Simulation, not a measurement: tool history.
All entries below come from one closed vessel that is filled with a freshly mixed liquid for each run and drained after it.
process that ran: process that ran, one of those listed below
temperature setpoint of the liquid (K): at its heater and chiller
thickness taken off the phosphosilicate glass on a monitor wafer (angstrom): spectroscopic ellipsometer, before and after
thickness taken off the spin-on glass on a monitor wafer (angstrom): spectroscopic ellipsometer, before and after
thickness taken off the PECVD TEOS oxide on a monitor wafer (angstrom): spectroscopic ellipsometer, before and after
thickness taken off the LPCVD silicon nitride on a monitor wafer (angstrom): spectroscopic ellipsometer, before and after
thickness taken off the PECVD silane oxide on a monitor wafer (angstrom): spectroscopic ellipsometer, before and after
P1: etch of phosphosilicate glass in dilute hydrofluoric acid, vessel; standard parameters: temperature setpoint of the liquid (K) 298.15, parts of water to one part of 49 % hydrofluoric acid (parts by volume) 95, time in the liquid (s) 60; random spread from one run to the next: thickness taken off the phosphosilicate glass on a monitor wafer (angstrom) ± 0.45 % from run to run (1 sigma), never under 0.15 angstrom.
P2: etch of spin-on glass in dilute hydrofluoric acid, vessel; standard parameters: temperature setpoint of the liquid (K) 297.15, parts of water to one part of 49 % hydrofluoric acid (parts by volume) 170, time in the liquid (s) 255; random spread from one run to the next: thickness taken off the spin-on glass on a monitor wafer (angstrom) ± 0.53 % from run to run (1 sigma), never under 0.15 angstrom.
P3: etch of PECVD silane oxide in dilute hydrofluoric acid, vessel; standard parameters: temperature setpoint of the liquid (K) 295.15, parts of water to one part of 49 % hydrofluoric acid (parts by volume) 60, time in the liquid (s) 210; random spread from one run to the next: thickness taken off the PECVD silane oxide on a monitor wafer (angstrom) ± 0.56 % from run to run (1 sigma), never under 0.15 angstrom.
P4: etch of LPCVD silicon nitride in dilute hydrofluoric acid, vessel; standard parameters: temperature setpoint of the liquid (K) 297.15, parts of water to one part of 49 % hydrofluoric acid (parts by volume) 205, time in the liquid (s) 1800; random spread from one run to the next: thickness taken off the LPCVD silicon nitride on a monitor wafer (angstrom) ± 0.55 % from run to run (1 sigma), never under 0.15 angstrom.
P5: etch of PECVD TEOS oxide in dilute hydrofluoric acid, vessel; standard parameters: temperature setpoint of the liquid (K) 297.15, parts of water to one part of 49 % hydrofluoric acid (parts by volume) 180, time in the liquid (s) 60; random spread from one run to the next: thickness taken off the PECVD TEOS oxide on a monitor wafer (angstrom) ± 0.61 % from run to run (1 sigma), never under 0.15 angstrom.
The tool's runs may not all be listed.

run,hour,process that ran,temperature setpoint of the liquid (K),parts of water to one part of 49 % hydrofluoric acid (parts by volume),time in the liquid (s),hours since the thermometer was replaced,hours since the hydrofluoric acid flow meter was replaced,thickness taken off the phosphosilicate glass on a monitor wafer (angstrom),thickness taken off the spin-on glass on a monitor wafer (angstrom),thickness taken off the PECVD TEOS oxide on a monitor wafer (angstrom),thickness taken off the LPCVD silicon nitride on a monitor wafer (angstrom),thickness taken off the PECVD silane oxide on a monitor wafer (angstrom)
1,11.1,P1,298.15,95,60,467.7,596.1,929.09,,,,
2,20.5,P1,298.15,95,110,477.1,605.5,1713.80,,,,
3,32.3,P1,298.15,95,60,488.9,617.3,932.09,,,,
4,39.6,P1,292.15,95,60,496.2,624.6,733.93,,,,
5,51.0,P2,297.15,170,255,507.6,636.0,,575.75,,,
6,60.9,P1,298.15,95,60,517.5,645.9,941.10,,,,
# hour 66.0: thermometer replaced
7,72.1,P1,303.15,95,95,6.2,657.1,1800.50,,,,
8,79.4,P5,302.15,180,60,13.5,664.4,,,56.752,,
9,86.3,P1,298.15,165,60,20.4,671.3,492.10,,,,
10,92.5,P5,297.15,300,60,26.6,677.5,,,24.998,,
11,100.5,P2,297.15,310,255,34.6,685.5,,271.36,,,
12,112.5,P4,297.15,205,750,46.6,697.5,,,,17.149,
13,118.5,P1,298.15,20,60,52.6,703.5,4918.00,,,,
14,131.8,P2,297.15,170,95,65.9,716.8,,213.80,,,
15,142.4,P1,298.15,95,30,76.5,727.4,468.64,,,,
16,155.6,P4,297.15,205,1800,89.7,740.6,,,,41.575,
17,162.8,P1,298.15,95,60,96.9,747.8,932.83,,,,
18,173.9,P1,298.15,95,60,108.0,758.9,938.66,,,,
19,180.5,P4,293.15,205,1800,114.6,765.5,,,,32.590,
20,194.0,P3,290.15,60,210,128.1,779.0,,,,,431.22
21,203.3,P5,297.15,180,30,137.4,788.3,,,23.057,,
22,216.5,P3,295.15,60,210,150.6,801.5,,,,,536.54

Predict the results of run 23:
23,228.9,P4,297.15,205,1800,163.0,813.9,,,,?,

thickness taken off the LPCVD silicon nitride on a monitor wafer (angstrom): 41.514
